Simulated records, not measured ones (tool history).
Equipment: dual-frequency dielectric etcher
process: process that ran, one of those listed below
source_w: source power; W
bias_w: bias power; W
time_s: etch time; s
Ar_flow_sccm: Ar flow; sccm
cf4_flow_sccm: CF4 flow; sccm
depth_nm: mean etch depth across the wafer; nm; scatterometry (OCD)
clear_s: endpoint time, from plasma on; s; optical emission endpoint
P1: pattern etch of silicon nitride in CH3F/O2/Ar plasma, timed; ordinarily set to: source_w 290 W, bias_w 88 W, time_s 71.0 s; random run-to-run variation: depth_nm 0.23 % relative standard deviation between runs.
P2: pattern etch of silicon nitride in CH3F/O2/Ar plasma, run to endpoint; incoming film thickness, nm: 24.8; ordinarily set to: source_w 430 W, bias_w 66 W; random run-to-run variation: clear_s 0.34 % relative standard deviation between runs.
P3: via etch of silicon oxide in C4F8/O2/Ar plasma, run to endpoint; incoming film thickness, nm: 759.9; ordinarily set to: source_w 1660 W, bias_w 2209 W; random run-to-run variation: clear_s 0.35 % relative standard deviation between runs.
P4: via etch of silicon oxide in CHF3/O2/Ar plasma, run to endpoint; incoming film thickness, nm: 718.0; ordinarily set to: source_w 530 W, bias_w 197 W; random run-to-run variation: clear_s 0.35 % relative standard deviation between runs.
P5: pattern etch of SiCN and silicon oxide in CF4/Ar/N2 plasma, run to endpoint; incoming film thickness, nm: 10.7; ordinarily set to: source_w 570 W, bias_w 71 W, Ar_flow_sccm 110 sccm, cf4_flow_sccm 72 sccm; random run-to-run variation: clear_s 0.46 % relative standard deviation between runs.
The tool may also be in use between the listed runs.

| run | hour | process | source_w | bias_w | time_s | Ar_flow_sccm | cf4_flow_sccm | depth_nm | clear_s |
|---|---|---|---|---|---|---|---|---|---|
| 1 | 14.1 | P1 | 290 | 88 | 71.0 |  |  | 48.599 |  |
| 2 | 26.0 | P1 | 290 | 88 | 71.0 |  |  | 48.779 |  |
| 3 | 36.6 | P5 | 570 | 71 |  | 110 | 52 |  | 10.5570 |
| 4 | 49.6 | P5 | 570 | 71 |  | 110 | 72 |  | 9.9565 |
| 5 | 58.4 | P3 | 1660 | 1352 |  |  |  |  | 181.3600 |
| 6 | 68.4 | P4 | 530 | 197 |  |  |  |  | 370.1900 |
| 7 | 81.1 | P4 | 370 | 197 |  |  |  |  | 423.7100 |
| 8 | 91.5 | P1 | 290 | 88 | 71.0 |  |  | 48.636 |  |
| 9 | 102.1 | P1 | 220 | 88 | 71.0 |  |  | 43.987 |  |
| 10 | 117.4 | P4 | 530 | 240 |  |  |  |  | 347.3300 |
| 11 | 131.3 | P1 | 290 | 88 | 71.0 |  |  | 48.787 |  |
| 12 | 142.3 | P1 | 290 | 88 | 71.0 |  |  | 48.849 |  |
| 13 | 151.1 | P5 | 680 | 71 |  | 110 | 72 |  | 8.5425 |
| 14 | 160.0 | P2 | 430 | 66 |  |  |  |  | 36.1980 |
| 15 | 171.9 | P5 | 570 | 56 |  | 110 | 72 |  | 10.7530 |
| 16 | 179.9 | P3 | 2270 | 2209 |  |  |  |  | 139.6700 |
| 17 | 192.9 | P1 | 290 | 108 | 71.0 |  |  | 52.503 |  |
| 18 | 203.4 | P3 | 1660 | 2209 |  |  |  |  | 158.3000 |
| 19 | 214.7 | P2 | 580 | 66 |  |  |  |  | 32.2170 |
| 20 | 224.1 | P3 | 1660 | 2209 |  |  |  |  | 157.5000 |
| 21 | 236.7 | P1 | 350 | 88 | 92.5 |  |  | 68.014 |  |
| 22 | 249.3 | P1 | 290 | 88 | 71.0 |  |  | 48.679 |  |
| 23 | 259.9 | P1 | 350 | 88 | 71.0 |  |  | 52.475 |  |
| 24 | 271.0 | P1 | 290 | 66 | 71.0 |  |  | 43.897 |  |
| 25 | 286.4 | P1 | 290 | 88 | 89.0 |  |  | 60.943 |  |
| 26 | 296.3 | P2 | 430 | 41 |  |  |  |  | 42.1690 |
| 27 | 304.4 | P1 | 290 | 88 | 40.0 |  |  | 27.463 |  |
| 28 | 318.6 | P5 | 570 | 71 |  | 138 | 72 |  | 10.4240 |
| 29 | 328.0 | P1 | 290 | 88 | 71.0 |  |  | 48.905 |  |
| 30 | 337.7 | P1 | 290 | 88 | 71.0 |  |  | 48.682 |  |
| 31 | 352.8 | P1 | 290 | 88 | 71.0 |  |  | 48.305 |  |
| 32 | 366.9 | P1 | 290 | 88 | 71.0 |  |  | 48.373 |  |
| 33 | 382.0 | P1 | 290 | 88 | 71.0 |  |  | 48.115 |  |
|  | 383.2 | wet clean of the chamber |
| 34 | 397.3 | P1 | 290 | 88 | 71.0 |  |  | 47.971 |  |
| 35 | 411.1 | P1 | 290 | 88 | 71.0 |  |  | 48.184 |  |
| 36 | 418.6 | P1 | 290 | 88 | 71.0 |  |  | 48.047 |  |

The output of P1 has drifted from where it used to be. Each of the 2 causes below, taken at the size shown beside it, accounts for the log equally well:
A: source power that arrives under what is set, % = 3.64
B: bias power that arrives under what is set, % = 3.71
The process output started creeping at around hour 337.7.
Ruled out, with reasons:
chamber walls in a state that lowers the etch rate, %: its service at hour 383.2 followed the start of the drift and did not put the process back to its old value

Each of the check runs listed below is run on 3 wafers and reports their average, with the results left as question marks. Pick the one under which the possible causes would lead to clearly different results.
| check 1 | 426.1 | P4 | 530 | 197 |  |  |  |  | ? |
| check 2 | 426.1 | P2 | 430 | 66 |  |  |  |  | ? |
| check 3 | 426.1 | P3 | 1660 | 2209 |  |  |  |  | ? |
| check 4 | 426.1 | P5 | 570 | 71 |  | 110 | 72 |  | ? |

Expected result of each check under each candidate cause:
| check | result | if A | if B |
|---|---|---|---|
| check 1 | clear_s | 376.9800 | 376.5800 |
| check 2 | clear_s | 36.5700 | 36.5120 |
| check 3 | clear_s | 160.4000 | 159.8400 |
| check 4 | clear_s | 10.3190 | 10.1120 |
Gap, in per cent, between the two causes that each check separates least, read from the result that separates them most: check 1 0.11 %; check 2 0.16 %; check 3 0.35 %; check 4 2.02 %
Only in check 4 would the causes give clearly different results; in the remaining checks their results would be nearly the same.

After running check 4, the following was obtained: clear_s 10.2920 s. Which cause does this point to?

It was cause A: source power that arrives under what is set, %.

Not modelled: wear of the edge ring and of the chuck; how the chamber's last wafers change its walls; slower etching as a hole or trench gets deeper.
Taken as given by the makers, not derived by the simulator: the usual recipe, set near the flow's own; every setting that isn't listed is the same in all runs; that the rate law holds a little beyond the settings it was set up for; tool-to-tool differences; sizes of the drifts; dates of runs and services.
